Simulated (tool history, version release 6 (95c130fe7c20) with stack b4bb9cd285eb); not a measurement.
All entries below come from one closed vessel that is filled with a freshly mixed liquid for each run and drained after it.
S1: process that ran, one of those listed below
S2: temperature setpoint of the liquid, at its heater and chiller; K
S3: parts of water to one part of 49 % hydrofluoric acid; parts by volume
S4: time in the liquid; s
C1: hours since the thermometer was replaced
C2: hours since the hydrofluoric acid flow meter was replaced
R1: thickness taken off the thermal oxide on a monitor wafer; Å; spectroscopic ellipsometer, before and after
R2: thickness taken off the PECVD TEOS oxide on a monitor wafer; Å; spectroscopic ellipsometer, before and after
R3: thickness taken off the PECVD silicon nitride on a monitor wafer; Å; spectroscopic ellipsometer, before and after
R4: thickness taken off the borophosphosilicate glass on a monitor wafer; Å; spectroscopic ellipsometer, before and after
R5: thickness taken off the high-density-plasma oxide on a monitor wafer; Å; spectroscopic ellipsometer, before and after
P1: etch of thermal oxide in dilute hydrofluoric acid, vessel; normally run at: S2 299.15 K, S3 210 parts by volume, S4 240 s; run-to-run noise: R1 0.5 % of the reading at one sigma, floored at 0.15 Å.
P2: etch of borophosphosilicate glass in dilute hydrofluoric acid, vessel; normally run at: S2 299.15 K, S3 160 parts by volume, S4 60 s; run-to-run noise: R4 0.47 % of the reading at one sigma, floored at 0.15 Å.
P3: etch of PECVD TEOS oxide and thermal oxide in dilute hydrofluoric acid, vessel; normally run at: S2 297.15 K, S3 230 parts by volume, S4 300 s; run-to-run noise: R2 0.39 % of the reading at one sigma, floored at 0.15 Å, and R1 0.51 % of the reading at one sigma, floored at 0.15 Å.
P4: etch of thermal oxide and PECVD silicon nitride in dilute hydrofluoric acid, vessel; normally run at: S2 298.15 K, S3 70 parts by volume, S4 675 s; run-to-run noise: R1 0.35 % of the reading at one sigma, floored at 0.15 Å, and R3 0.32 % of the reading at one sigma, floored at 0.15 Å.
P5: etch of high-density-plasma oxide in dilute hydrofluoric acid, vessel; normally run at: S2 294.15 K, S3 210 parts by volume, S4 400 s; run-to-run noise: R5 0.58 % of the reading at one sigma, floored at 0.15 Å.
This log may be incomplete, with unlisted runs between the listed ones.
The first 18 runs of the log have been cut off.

run 19 hour=273.8 | S1=P2 S2=299.15 S3=160 S4=30 | C1=388.3 C2=1195.1 | R4=141.16
run 20 hour=282.2 | S1=P3 S2=290.15 S3=230 S4=300 | C1=396.7 C2=1203.5 | R1=40.061 R2=190.480
run 21 hour=301.2 | S1=P1 S2=299.15 S3=110 S4=120 | C1=415.7 C2=1222.5 | R1=53.523
run 22 hour=317.2 | S1=P1 S2=299.15 S3=295 S4=240 | C1=431.7 C2=1238.5 | R1=32.041
run 23 hour=331.8 | S1=P4 S2=298.15 S3=70 S4=675 | C1=446.3 C2=1253.1 | R1=494.180 R3=402.42
run 24 hour=343.7 | S1=P4 S2=298.15 S3=40 S4=675 | C1=458.2 C2=1265.0 | R1=900.230 R3=698.57
-- hour=347.6 hydrofluoric acid flow meter replaced
run 25 hour=361.0 | S1=P1 S2=299.15 S3=210 S4=115 | C1=475.5 C2=13.4 | R1=23.568
run 26 hour=378.5 | S1=P4 S2=298.15 S3=70 S4=100 | C1=493.0 C2=30.9 | R1=73.216 R3=59.99
run 27 hour=391.3 | S1=P1 S2=299.15 S3=210 S4=240 | C1=505.8 C2=43.7 | R1=49.435
run 28 hour=410.3 | S1=P2 S2=299.15 S3=295 S4=60 | C1=524.8 C2=62.7 | R4=131.21
run 29 hour=421.0 | S1=P1 S2=299.15 S3=210 S4=240 | C1=535.5 C2=73.4 | R1=49.143
run 30 hour=429.8 | S1=P1 S2=299.15 S3=210 S4=240 | C1=544.3 C2=82.2 | R1=49.424

Estimate the outcome of run 31 from the log above:
run 31 hour=439.1 | S1=P1 S2=299.15 S3=210 S4=240 | C1=553.6 C2=91.5 | R1=?

Run 31 came out at R1 48.015 Å.
